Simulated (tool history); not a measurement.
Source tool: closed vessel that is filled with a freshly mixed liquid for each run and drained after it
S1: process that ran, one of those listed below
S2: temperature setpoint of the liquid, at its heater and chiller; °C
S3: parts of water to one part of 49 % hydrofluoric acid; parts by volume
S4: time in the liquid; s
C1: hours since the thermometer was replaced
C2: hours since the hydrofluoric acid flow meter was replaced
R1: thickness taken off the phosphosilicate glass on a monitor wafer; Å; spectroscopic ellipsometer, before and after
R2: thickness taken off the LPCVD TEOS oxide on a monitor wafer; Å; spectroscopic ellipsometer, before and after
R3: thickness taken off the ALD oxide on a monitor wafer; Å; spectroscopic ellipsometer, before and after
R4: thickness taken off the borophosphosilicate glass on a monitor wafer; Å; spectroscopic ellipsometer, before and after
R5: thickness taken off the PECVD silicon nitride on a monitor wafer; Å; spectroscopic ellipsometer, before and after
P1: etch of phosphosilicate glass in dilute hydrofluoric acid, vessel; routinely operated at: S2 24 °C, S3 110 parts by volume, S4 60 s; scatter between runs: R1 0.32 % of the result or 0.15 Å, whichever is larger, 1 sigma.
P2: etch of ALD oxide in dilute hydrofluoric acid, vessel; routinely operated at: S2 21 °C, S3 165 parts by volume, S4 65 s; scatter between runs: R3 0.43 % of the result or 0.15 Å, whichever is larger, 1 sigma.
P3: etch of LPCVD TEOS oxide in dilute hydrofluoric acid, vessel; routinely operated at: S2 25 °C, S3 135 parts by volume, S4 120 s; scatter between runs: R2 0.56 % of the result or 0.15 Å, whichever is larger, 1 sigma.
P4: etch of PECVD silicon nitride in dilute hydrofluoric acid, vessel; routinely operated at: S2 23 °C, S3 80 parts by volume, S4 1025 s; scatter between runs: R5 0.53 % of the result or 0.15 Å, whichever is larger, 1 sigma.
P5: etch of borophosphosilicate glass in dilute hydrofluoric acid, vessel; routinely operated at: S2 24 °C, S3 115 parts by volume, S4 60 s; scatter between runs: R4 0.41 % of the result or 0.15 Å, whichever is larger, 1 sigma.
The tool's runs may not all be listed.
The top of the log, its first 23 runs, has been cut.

| run | hour | S1 | S2 | S3 | S4 | C1 | C2 | R1 | R2 | R3 | R4 | R5 |
|---|---|---|---|---|---|---|---|---|---|---|---|---|
| 24 | 197.4 | P1 | 24 | 110 | 105 | 575.9 | 1321.5 | 852.05 |  |  |  |  |
| 25 | 208.6 | P1 | 24 | 200 | 60 | 587.1 | 1332.7 | 239.96 |  |  |  |  |
| 26 | 219 | P4 | 31.5 | 80 | 1025 | 597.5 | 1343.1 |  |  |  |  | 930.06 |
| 27 | 226.7 | P1 | 24 | 110 | 30 | 605.2 | 1350.8 | 242.19 |  |  |  |  |
| 28 | 237.8 | P5 | 24 | 115 | 30 | 616.3 | 1361.9 |  |  |  | 110.94 |  |
| 29 | 245.7 | P4 | 23 | 80 | 1860 | 624.2 | 1369.8 |  |  |  |  | 980.78 |
| 30 | 255 | P2 | 21 | 75 | 65 | 633.5 | 1379.1 |  |  | 143.26 |  |  |
| 31 | 261.4 | P1 | 20 | 145 | 60 | 639.9 | 1385.5 | 301.9 |  |  |  |  |
| 32 | 267.4 | P1 | 24 | 110 | 60 | 645.9 | 1391.5 | 486.37 |  |  |  |  |
| 33 | 274.5 | P1 | 24 | 110 | 60 | 653 | 1398.6 | 487.57 |  |  |  |  |
| 34 | 282.3 | P5 | 24 | 115 | 60 | 660.8 | 1406.4 |  |  |  | 223.59 |  |
| 35 | 290.7 | P1 | 29.5 | 110 | 110 | 669.2 | 1414.8 | 1094.7 |  |  |  |  |
| 36 | 300.2 | P1 | 24 | 110 | 60 | 678.7 | 1424.3 | 486.23 |  |  |  |  |
| 37 | 309.4 | P1 | 24 | 110 | 60 | 687.9 | 1433.5 | 500.4 |  |  |  |  |
| 38 | 318.9 | P1 | 24 | 110 | 60 | 697.4 | 1443 | 502.81 |  |  |  |  |
| 39 | 325.9 | P1 | 24 | 110 | 60 | 704.4 | 1450 | 510.24 |  |  |  |  |
| 40 | 331.4 | P1 | 24 | 110 | 60 | 709.9 | 1455.5 | 511.88 |  |  |  |  |

Run 41 has not been measured yet. What should we expect?
| 41 | 341.7 | P1 | 24 | 110 | 60 | 720.2 | 1465.8 | ? |  |  |  |  |

R1: 513.71 Å
